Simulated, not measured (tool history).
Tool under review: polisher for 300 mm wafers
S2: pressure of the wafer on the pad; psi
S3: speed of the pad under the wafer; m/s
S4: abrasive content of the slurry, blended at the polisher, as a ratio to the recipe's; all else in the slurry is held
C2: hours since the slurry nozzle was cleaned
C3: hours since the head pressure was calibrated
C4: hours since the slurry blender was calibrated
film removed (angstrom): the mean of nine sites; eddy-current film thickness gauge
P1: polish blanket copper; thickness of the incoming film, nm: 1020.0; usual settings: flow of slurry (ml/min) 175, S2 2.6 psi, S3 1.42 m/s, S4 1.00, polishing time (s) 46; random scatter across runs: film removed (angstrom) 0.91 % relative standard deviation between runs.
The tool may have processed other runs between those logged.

run 1 hour=13.2 | flow_of_slurry_(ml/min)=175 S2=2.6 S3=1.42 S4=1.00 polishing_time_(s)=46 | wafers_polished_on_this_pad=405 C2=367.0 C3=842.5 C4=280.5 | film_removed_(angstrom)=1507.60
run 2 hour=21.4 | flow_of_slurry_(ml/min)=175 S2=2.6 S3=1.42 S4=1.00 polishing_time_(s)=46 | wafers_polished_on_this_pad=477 C2=375.2 C3=850.7 C4=288.7 | film_removed_(angstrom)=1509.30
run 3 hour=30.7 | flow_of_slurry_(ml/min)=175 S2=2.6 S3=1.42 S4=0.60 polishing_time_(s)=46 | wafers_polished_on_this_pad=558 C2=384.5 C3=860.0 C4=298.0 | film_removed_(angstrom)=1340.50
run 4 hour=47.6 | flow_of_slurry_(ml/min)=175 S2=2.6 S3=1.92 S4=1.00 polishing_time_(s)=46 | wafers_polished_on_this_pad=707 C2=401.4 C3=876.9 C4=314.9 | film_removed_(angstrom)=2007.10
run 5 hour=59.6 | flow_of_slurry_(ml/min)=175 S2=2.6 S3=1.42 S4=1.00 polishing_time_(s)=46 | wafers_polished_on_this_pad=812 C2=413.4 C3=888.9 C4=326.9 | film_removed_(angstrom)=1500.40
run 6 hour=69.5 | flow_of_slurry_(ml/min)=175 S2=2.6 S3=1.42 S4=1.00 polishing_time_(s)=46 | wafers_polished_on_this_pad=899 C2=423.3 C3=898.8 C4=336.8 | film_removed_(angstrom)=1476.40
run 7 hour=81.7 | flow_of_slurry_(ml/min)=220 S2=2.6 S3=1.42 S4=1.00 polishing_time_(s)=46 | wafers_polished_on_this_pad=1007 C2=435.5 C3=911.0 C4=349.0 | film_removed_(angstrom)=1570.50
run 8 hour=97.5 | flow_of_slurry_(ml/min)=175 S2=3.6 S3=1.42 S4=1.00 polishing_time_(s)=46 | wafers_polished_on_this_pad=1145 C2=451.3 C3=926.8 C4=364.8 | film_removed_(angstrom)=2065.90
run 9 hour=114.8 | flow_of_slurry_(ml/min)=175 S2=2.6 S3=1.42 S4=1.00 polishing_time_(s)=68 | wafers_polished_on_this_pad=1297 C2=468.6 C3=944.1 C4=382.1 | film_removed_(angstrom)=2210.20
run 10 hour=127.9 | flow_of_slurry_(ml/min)=175 S2=2.6 S3=0.70 S4=1.00 polishing_time_(s)=46 | wafers_polished_on_this_pad=1413 C2=481.7 C3=957.2 C4=395.2 | film_removed_(angstrom)=755.41
run 11 hour=137.9 | flow_of_slurry_(ml/min)=235 S2=3.3 S3=1.42 S4=1.00 polishing_time_(s)=46 | wafers_polished_on_this_pad=1500 C2=491.7 C3=967.2 C4=405.2 | film_removed_(angstrom)=1981.60
run 12 hour=154.1 | flow_of_slurry_(ml/min)=175 S2=2.6 S3=1.42 S4=1.00 polishing_time_(s)=26 | wafers_polished_on_this_pad=1643 C2=507.9 C3=983.4 C4=421.4 | film_removed_(angstrom)=855.19
run 13 hour=161.8 | flow_of_slurry_(ml/min)=175 S2=2.6 S3=1.42 S4=1.00 polishing_time_(s)=46 | wafers_polished_on_this_pad=1710 C2=515.6 C3=991.1 C4=429.1 | film_removed_(angstrom)=1492.20
run 14 hour=169.6 | flow_of_slurry_(ml/min)=105 S2=2.6 S3=1.42 S4=1.00 polishing_time_(s)=46 | wafers_polished_on_this_pad=1779 C2=523.4 C3=998.9 C4=436.9 | film_removed_(angstrom)=1353.40
run 15 hour=182.3 | flow_of_slurry_(ml/min)=175 S2=2.6 S3=1.42 S4=1.00 polishing_time_(s)=46 | wafers_polished_on_this_pad=1891 C2=536.1 C3=1011.6 C4=449.6 | film_removed_(angstrom)=1495.90
run 16 hour=196.4 | flow_of_slurry_(ml/min)=175 S2=3.3 S3=2.10 S4=1.00 polishing_time_(s)=46 | wafers_polished_on_this_pad=2014 C2=550.2 C3=1025.7 C4=463.7 | film_removed_(angstrom)=2813.50

The next listed run, before its measurement:
run 17 hour=212.6 | flow_of_slurry_(ml/min)=175 S2=2.6 S3=1.42 S4=1.45 polishing_time_(s)=46 | wafers_polished_on_this_pad=2157 C2=566.4 C3=1041.9 C4=479.9 | film_removed_(angstrom)=?

{"run 17": {"film removed (angstrom)": 1635.4}}
